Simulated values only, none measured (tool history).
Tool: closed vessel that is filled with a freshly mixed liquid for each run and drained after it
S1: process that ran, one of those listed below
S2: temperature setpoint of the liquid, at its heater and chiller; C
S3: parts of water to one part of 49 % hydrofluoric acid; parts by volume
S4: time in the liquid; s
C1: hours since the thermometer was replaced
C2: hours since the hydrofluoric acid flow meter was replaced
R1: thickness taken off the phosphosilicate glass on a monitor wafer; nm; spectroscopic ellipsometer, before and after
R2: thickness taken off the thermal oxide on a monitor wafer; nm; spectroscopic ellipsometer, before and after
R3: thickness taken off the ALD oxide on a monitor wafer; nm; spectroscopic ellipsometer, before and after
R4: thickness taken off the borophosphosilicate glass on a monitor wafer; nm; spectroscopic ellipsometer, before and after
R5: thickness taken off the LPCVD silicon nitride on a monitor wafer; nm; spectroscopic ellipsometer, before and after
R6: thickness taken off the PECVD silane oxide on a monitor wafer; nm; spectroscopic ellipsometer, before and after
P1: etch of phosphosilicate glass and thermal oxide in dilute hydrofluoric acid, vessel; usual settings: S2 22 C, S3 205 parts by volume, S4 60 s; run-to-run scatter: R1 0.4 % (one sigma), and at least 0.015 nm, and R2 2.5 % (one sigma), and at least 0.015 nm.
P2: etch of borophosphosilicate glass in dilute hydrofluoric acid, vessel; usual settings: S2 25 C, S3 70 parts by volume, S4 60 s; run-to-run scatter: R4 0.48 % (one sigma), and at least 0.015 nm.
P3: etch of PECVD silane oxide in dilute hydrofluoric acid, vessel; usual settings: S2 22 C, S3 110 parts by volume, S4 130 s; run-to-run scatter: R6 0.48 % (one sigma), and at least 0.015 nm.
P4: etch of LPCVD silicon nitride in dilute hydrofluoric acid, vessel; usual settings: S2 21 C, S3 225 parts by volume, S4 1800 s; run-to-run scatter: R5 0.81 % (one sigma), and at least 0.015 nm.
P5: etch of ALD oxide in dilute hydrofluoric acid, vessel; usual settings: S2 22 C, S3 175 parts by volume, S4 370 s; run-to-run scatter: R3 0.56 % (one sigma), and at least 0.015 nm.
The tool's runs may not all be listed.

| run | hour | S1 | S2 | S3 | S4 | C1 | C2 | R1 | R2 | R3 | R4 | R5 | R6 |
|---|---|---|---|---|---|---|---|---|---|---|---|---|---|
| 1 | 9.9 | P1 | 22 | 205 | 60 | 582.9 | 334.3 | 46.182 | 1.1123 |  |  |  |  |
| 2 | 18.6 | P1 | 22 | 205 | 30 | 591.6 | 343 | 23.241 | 0.59116 |  |  |  |  |
| 3 | 24.1 | P5 | 22 | 175 | 715 | 597.1 | 348.5 |  |  | 37.532 |  |  |  |
| 4 | 30.7 | P2 | 25 | 70 | 100 | 603.7 | 355.1 |  |  |  | 56.019 |  |  |
| 5 | 39.5 | P1 | 22 | 125 | 60 | 612.5 | 363.9 | 82.957 | 1.9956 |  |  |  |  |
| 6 | 46.5 | P1 | 22 | 205 | 60 | 619.5 | 370.9 | 46.428 | 1.0904 |  |  |  |  |
| 7 | 55.8 | P4 | 21 | 225 | 3270 | 628.8 | 380.2 |  |  |  |  | 6.1151 |  |
| 8 | 61.5 | P4 | 21 | 225 | 1800 | 634.5 | 385.9 |  |  |  |  | 3.4222 |  |
| 9 | 67.7 | P5 | 22 | 260 | 370 | 640.7 | 392.1 |  |  | 11.879 |  |  |  |
| 10 | 72.7 | P1 | 22 | 205 | 60 | 645.7 | 397.1 | 46.229 | 1.085 |  |  |  |  |
| 11 | 80.4 | P5 | 29.5 | 175 | 370 | 653.4 | 404.8 |  |  | 25.66 |  |  |  |
| 12 | 86.5 | P2 | 32.5 | 70 | 60 | 659.5 | 410.9 |  |  |  | 44.98 |  |  |
| 13 | 93.9 | P1 | 22 | 205 | 60 | 666.9 | 418.3 | 46.383 | 1.1126 |  |  |  |  |
| 14 | 103.4 | P2 | 25 | 120 | 60 | 676.4 | 427.8 |  |  |  | 18.471 |  |  |
| 15 | 112.2 | P3 | 22 | 110 | 130 | 685.2 | 436.6 |  |  |  |  |  | 44.879 |
| 16 | 119.3 | P1 | 22 | 205 | 60 | 692.3 | 443.7 | 46.49 | 1.0893 |  |  |  |  |
| 17 | 128.7 | P3 | 22 | 110 | 130 | 701.7 | 453.1 |  |  |  |  |  | 44.954 |
| 18 | 137.2 | P4 | 21 | 225 | 1800 | 710.2 | 461.6 |  |  |  |  | 3.3559 |  |
| 19 | 146.3 | P1 | 22 | 360 | 95 | 719.3 | 470.7 | 36.259 | 0.84535 |  |  |  |  |
| 20 | 152.8 | P4 | 27.5 | 225 | 1800 | 725.8 | 477.2 |  |  |  |  | 5.0573 |  |
| 21 | 160.3 | P3 | 30 | 110 | 130 | 733.3 | 484.7 |  |  |  |  |  | 60.868 |
| 22 | 166.9 | P1 | 17 | 205 | 60 | 739.9 | 491.3 | 38.273 | 0.8594 |  |  |  |  |
| 23 | 174.6 | P1 | 22 | 205 | 60 | 747.6 | 499 | 46.455 | 1.0649 |  |  |  |  |
| 24 | 183.4 | P1 | 22 | 275 | 60 | 756.4 | 507.8 | 32.417 | 0.76372 |  |  |  |  |
| 25 | 188.6 | P1 | 17.5 | 90 | 60 | 761.6 | 513 | 99.789 | 2.3625 |  |  |  |  |
| 26 | 193.8 | P2 | 25 | 70 | 60 | 766.8 | 518.2 |  |  |  | 33.669 |  |  |
| 27 | 203.9 | P1 | 27.5 | 205 | 60 | 776.9 | 528.3 | 57.002 | 1.3187 |  |  |  |  |
| 28 | 211.2 | P5 | 22 | 175 | 370 | 784.2 | 535.6 |  |  | 19.432 |  |  |  |
| 29 | 216 | P1 | 22 | 80 | 110 | 789 | 540.4 | 250.72 | 6.0613 |  |  |  |  |
| 30 | 223.5 | P1 | 22 | 205 | 60 | 796.5 | 547.9 | 46.713 | 1.1283 |  |  |  |  |
| 31 | 230.8 | P1 | 22 | 205 | 105 | 803.8 | 555.2 | 81.417 | 1.9735 |  |  |  |  |
| 32 | 237.9 | P4 | 21 | 390 | 1800 | 810.9 | 562.3 |  |  |  |  | 1.9764 |  |
| 33 | 247.5 | P3 | 22 | 35 | 130 | 820.5 | 571.9 |  |  |  |  |  | 155.47 |
| 34 | 254.4 | P3 | 22 | 110 | 235 | 827.4 | 578.8 |  |  |  |  |  | 80 |
| 35 | 260.4 | P1 | 22 | 205 | 60 | 833.4 | 584.8 | 46.362 | 1.1043 |  |  |  |  |
| 36 | 268.3 | P1 | 22 | 205 | 60 | 841.3 | 592.7 | 45.078 | 1.0565 |  |  |  |  |
| 37 | 276 | P1 | 22 | 205 | 60 | 849 | 600.4 | 43.854 | 1.0082 |  |  |  |  |
| 38 | 285.9 | P1 | 22 | 205 | 60 | 858.9 | 610.3 | 43.543 | 1.0557 |  |  |  |  |
| 39 | 291.7 | P1 | 22 | 205 | 60 | 864.7 | 616.1 | 43.033 | 1.0755 |  |  |  |  |

The next listed run, before its measurement:
| 40 | 298.6 | P1 | 22 | 205 | 60 | 871.6 | 623 | ? | ? |  |  |  |  |

{"run 40": {"R1": 42.846, "R2": 0.99308}}
